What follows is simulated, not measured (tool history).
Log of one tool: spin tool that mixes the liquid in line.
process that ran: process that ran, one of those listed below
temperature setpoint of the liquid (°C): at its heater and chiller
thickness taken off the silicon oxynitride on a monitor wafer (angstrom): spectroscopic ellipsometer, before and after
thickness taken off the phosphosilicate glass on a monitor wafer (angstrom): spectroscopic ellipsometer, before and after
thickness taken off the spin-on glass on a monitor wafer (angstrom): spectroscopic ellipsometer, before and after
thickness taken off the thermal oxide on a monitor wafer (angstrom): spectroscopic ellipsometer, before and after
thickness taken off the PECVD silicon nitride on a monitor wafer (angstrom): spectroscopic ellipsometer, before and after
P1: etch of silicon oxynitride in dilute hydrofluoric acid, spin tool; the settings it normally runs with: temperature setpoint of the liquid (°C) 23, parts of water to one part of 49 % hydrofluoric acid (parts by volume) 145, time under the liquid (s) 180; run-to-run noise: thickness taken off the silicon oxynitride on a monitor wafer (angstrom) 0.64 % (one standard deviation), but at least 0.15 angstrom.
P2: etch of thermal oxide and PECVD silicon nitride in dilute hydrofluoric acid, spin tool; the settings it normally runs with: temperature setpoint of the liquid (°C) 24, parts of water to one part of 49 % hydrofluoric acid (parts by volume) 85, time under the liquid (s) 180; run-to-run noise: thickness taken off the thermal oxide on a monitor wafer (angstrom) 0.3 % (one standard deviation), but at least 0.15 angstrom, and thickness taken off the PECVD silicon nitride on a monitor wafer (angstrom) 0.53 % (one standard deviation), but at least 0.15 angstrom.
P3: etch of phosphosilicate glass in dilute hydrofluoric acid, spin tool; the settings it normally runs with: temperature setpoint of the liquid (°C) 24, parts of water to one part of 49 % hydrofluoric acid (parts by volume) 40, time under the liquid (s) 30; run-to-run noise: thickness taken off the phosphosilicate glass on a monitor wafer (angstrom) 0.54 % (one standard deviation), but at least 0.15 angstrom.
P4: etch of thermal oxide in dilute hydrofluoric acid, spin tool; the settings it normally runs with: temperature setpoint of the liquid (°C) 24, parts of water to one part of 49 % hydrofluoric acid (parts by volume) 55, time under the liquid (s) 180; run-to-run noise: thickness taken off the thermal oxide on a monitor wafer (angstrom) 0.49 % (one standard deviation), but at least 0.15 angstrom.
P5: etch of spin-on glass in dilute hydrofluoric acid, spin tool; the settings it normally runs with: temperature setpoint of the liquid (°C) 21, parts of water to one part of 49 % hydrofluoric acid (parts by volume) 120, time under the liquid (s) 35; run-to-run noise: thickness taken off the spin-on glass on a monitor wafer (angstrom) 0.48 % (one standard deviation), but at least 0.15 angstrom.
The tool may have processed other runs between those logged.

| run | day | process that ran | temperature setpoint of the liquid (°C) | parts of water to one part of 49 % hydrofluoric acid (parts by volume) | time under the liquid (s) | hours since the thermometer was replaced | hours since the hydrofluoric acid flow meter was replaced | thickness taken off the silicon oxynitride on a monitor wafer (angstrom) | thickness taken off the phosphosilicate glass on a monitor wafer (angstrom) | thickness taken off the spin-on glass on a monitor wafer (angstrom) | thickness taken off the thermal oxide on a monitor wafer (angstrom) | thickness taken off the PECVD silicon nitride on a monitor wafer (angstrom) |
|---|---|---|---|---|---|---|---|---|---|---|---|---|
| 1 | 0.412 | P1 | 23 | 145 | 180 | 199.9 | 1210.9 | 33.239 |  |  |  |  |
| 2 | 0.892 | P3 | 24 | 40 | 55 | 211.4 | 1222.4 |  | 973.04 |  |  |  |
| 3 | 1.246 | P5 | 21 | 120 | 35 | 219.9 | 1230.9 |  |  | 119.23 |  |  |
| 4 | 1.675 | P2 | 24 | 150 | 180 | 230.2 | 1241.2 |  |  |  | 53.203 | 40.27 |
| 5 | 2.133 | P2 | 24 | 85 | 180 | 241.2 | 1252.2 |  |  |  | 101.14 | 70.166 |
| 6 | 2.525 | P1 | 23 | 145 | 180 | 250.6 | 1261.6 | 33.311 |  |  |  |  |
| 7 | 3.1 | P1 | 23 | 145 | 180 | 264.4 | 1275.4 | 32.844 |  |  |  |  |
| 8 | 3.388 | P4 | 24 | 20 | 180 | 271.3 | 1282.3 |  |  |  | 440.3 |  |
| 9 | 3.942 | P1 | 27.5 | 145 | 180 | 284.6 | 1295.6 | 40.427 |  |  |  |  |
| 10 | 4.496 | P3 | 24 | 40 | 30 | 297.9 | 1308.9 |  | 529.04 |  |  |  |
| 11 | 4.85 | P3 | 20 | 40 | 30 | 306.4 | 1317.4 |  | 448.71 |  |  |  |
| 12 | 5.246 | P1 | 23 | 60 | 180 | 315.9 | 1326.9 | 84.82 |  |  |  |  |
| 13 | 5.854 | P5 | 17 | 120 | 35 | 330.5 | 1341.5 |  |  | 100.7 |  |  |
| 14 | 6.367 | P3 | 24 | 40 | 30 | 342.8 | 1353.8 |  | 533.01 |  |  |  |
| 15 | 6.754 | P2 | 28 | 85 | 180 | 352.1 | 1363.1 |  |  |  | 118.42 | 91.731 |
| 16 | 7.238 | P1 | 23 | 145 | 180 | 363.7 | 1374.7 | 32.819 |  |  |  |  |
| 17 | 7.596 | P1 | 23 | 205 | 285 | 372.3 | 1383.3 | 35.177 |  |  |  |  |
| 18 | 8.058 | P2 | 24 | 85 | 355 | 383.4 | 1394.4 |  |  |  | 199.02 | 138.81 |
| 19 | 8.6 | P1 | 23 | 145 | 285 | 396.4 | 1407.4 | 53.128 |  |  |  |  |
| 20 | 8.958 | P1 | 23 | 145 | 180 | 405 | 1416 | 33.131 |  |  |  |  |
| 21 | 9.467 | P1 | 23 | 195 | 325 | 417.2 | 1428.2 | 42.972 |  |  |  |  |
| 22 | 9.842 | P4 | 24 | 55 | 180 | 426.2 | 1437.2 |  |  |  | 151.05 |  |
| 23 | 10.179 | P5 | 21 | 185 | 35 | 434.3 | 1445.3 |  |  | 71.701 |  |  |
| 24 | 10.454 | P1 | 23 | 210 | 180 | 440.9 | 1451.9 | 21.614 |  |  |  |  |
| 25 | 10.946 | P4 | 24 | 55 | 40 | 452.7 | 1463.7 |  |  |  | 33.951 |  |
| 26 | 11.4 | P3 | 24 | 70 | 30 | 463.6 | 1474.6 |  | 292.11 |  |  |  |
| 27 | 11.667 | P1 | 23 | 145 | 20 | 470 | 1481 | 3.5364 |  |  |  |  |
| 28 | 11.996 | P1 | 17.5 | 145 | 180 | 477.9 | 1488.9 | 25.28 |  |  |  |  |
| 29 | 12.367 | P5 | 21 | 120 | 15 | 486.8 | 1497.8 |  |  | 50.648 |  |  |
| 30 | 12.838 | P1 | 23 | 145 | 180 | 498.1 | 1509.1 | 33.227 |  |  |  |  |
| 31 | 13.383 | P4 | 29 | 55 | 180 | 511.2 | 1522.2 |  |  |  | 183.63 |  |
| 32 | 13.825 | P1 | 23 | 145 | 180 | 521.8 | 1532.8 | 32.927 |  |  |  |  |
| 33 | 14.383 | P1 | 23 | 145 | 180 | 535.2 | 1546.2 | 34.874 |  |  |  |  |
| 34 | 14.658 | P1 | 23 | 145 | 180 | 541.8 | 1552.8 | 35.418 |  |  |  |  |
| 35 | 14.979 | P1 | 23 | 145 | 180 | 549.5 | 1560.5 | 35.381 |  |  |  |  |
| 36 | 15.392 | P1 | 23 | 145 | 180 | 559.4 | 1570.4 | 35.554 |  |  |  |  |
| 37 | 15.738 | P1 | 23 | 145 | 180 | 567.7 | 1578.7 | 35.777 |  |  |  |  |
| 38 | 16.275 | P1 | 23 | 145 | 180 | 580.6 | 1591.6 | 35.817 |  |  |  |  |
| 39 | 16.596 | P1 | 23 | 145 | 180 | 588.3 | 1599.3 | 36.414 |  |  |  |  |

Something has made what P1 gives creep away from where it was; the 2 causes below, each at its own stated size, fit the log equally well:
A: liquid hotter than its thermometer reads (K) = 1.9
B: hydrofluoric acid flow above the setpoint (%) = 8.17
The creep began at about day 13.825.

4 check runs are offered, one wafer each, their results left as question marks. Which one tells the causes apart?
| check 1 | 16.917 | P5 | 17 | 120 | 15 |  |  |  |  | ? |  |  |
| check 2 | 16.917 | P4 | 24 | 20 | 75 |  |  |  |  |  | ? |  |
| check 3 | 16.917 | P3 | 21 | 65 | 30 |  |  |  | ? |  |  |  |
| check 4 | 16.917 | P2 | 24 | 145 | 340 |  |  |  |  |  | ? | ? |

Outcome of each check run for each possible cause:
| check | result | if A | if B |
|---|---|---|---|
| check 1 | thickness taken off the spin-on glass on a monitor wafer (angstrom) | 46.868 | 47.3 |
| check 2 | thickness taken off the thermal oxide on a monitor wafer (angstrom) | 197.71 | 197.89 |
| check 3 | thickness taken off the phosphosilicate glass on a monitor wafer (angstrom) | 302.07 | 303.85 |
| check 4 | thickness taken off the thermal oxide on a monitor wafer (angstrom) | 112.23 | 114.39 |
| check 4 | thickness taken off the PECVD silicon nitride on a monitor wafer (angstrom) | 88.776 | 84.942 |
Smallest distance between any two causes, each pair judged by its most separating result, in per cent: check 1 0.92 %; check 2 0.09 %; check 3 0.59 %; check 4 4.42 %
The other checks would show nearly matching results whichever cause is true, so check 4 is the only one that separates the causes.

Here is what check 4 returned: thickness taken off the thermal oxide on a monitor wafer (angstrom) 111.94; thickness taken off the PECVD silicon nitride on a monitor wafer (angstrom) 89.028. Which cause is it?

It was cause A: liquid hotter than its thermometer reads (K).
